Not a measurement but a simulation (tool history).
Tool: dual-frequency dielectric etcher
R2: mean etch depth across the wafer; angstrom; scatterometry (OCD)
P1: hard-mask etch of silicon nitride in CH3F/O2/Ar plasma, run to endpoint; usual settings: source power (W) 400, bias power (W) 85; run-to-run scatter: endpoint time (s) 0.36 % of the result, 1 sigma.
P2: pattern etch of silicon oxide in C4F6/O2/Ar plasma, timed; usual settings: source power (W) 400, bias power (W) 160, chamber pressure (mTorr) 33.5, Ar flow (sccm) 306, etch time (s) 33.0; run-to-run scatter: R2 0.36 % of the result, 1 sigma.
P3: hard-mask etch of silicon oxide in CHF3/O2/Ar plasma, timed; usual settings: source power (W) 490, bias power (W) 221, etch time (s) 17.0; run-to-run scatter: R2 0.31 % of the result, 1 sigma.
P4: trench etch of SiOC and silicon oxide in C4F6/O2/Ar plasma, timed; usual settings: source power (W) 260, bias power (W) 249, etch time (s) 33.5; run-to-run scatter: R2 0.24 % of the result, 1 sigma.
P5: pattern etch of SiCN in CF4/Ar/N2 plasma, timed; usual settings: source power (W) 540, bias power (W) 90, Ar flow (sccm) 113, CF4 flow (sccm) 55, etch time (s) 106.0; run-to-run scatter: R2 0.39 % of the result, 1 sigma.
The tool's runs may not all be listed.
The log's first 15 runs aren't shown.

run 16 day=7.504 | process_that_ran=P1 source_power_(W)=400 bias_power_(W)=85 | endpoint_time_(s)=69.755
run 17 day=8.100 | process_that_ran=P2 source_power_(W)=400 bias_power_(W)=160 etch_time_(s)=20.5 Ar_flow_(sccm)=306 chamber_pressure_(mTorr)=33.5 | R2=627.35
run 18 day=8.558 | process_that_ran=P2 source_power_(W)=310 bias_power_(W)=160 etch_time_(s)=33.0 Ar_flow_(sccm)=306 chamber_pressure_(mTorr)=33.5 | R2=914.63
run 19 day=9.125 | process_that_ran=P4 source_power_(W)=260 bias_power_(W)=249 etch_time_(s)=33.5 | R2=637.65
-- day=9.142 source power generator calibrated
run 20 day=9.542 | process_that_ran=P2 source_power_(W)=400 bias_power_(W)=160 etch_time_(s)=33.0 Ar_flow_(sccm)=306 chamber_pressure_(mTorr)=33.5 | R2=1010.60
run 21 day=10.071 | process_that_ran=P4 source_power_(W)=260 bias_power_(W)=249 etch_time_(s)=33.5 | R2=635.37
run 22 day=10.750 | process_that_ran=P5 source_power_(W)=540 bias_power_(W)=125 etch_time_(s)=106.0 Ar_flow_(sccm)=113 CF4_flow_(sccm)=55 | R2=1200.30
-- day=11.271 bias power generator calibrated
run 23 day=11.396 | process_that_ran=P4 source_power_(W)=260 bias_power_(W)=304 etch_time_(s)=33.5 | R2=682.54
run 24 day=12.004 | process_that_ran=P1 source_power_(W)=400 bias_power_(W)=85 | endpoint_time_(s)=69.129
run 25 day=12.325 | process_that_ran=P2 source_power_(W)=400 bias_power_(W)=160 etch_time_(s)=33.0 Ar_flow_(sccm)=306 chamber_pressure_(mTorr)=47.0 | R2=971.24
run 26 day=12.838 | process_that_ran=P5 source_power_(W)=540 bias_power_(W)=90 etch_time_(s)=152.5 Ar_flow_(sccm)=113 CF4_flow_(sccm)=55 | R2=1513.70
run 27 day=13.271 | process_that_ran=P3 source_power_(W)=490 bias_power_(W)=221 etch_time_(s)=17.0 | R2=330.20

The next listed run, before its measurement:
run 28 day=13.662 | process_that_ran=P1 source_power_(W)=470 bias_power_(W)=71 | endpoint_time_(s)=?

{"run 28": {"endpoint time (s)": 69.243}}
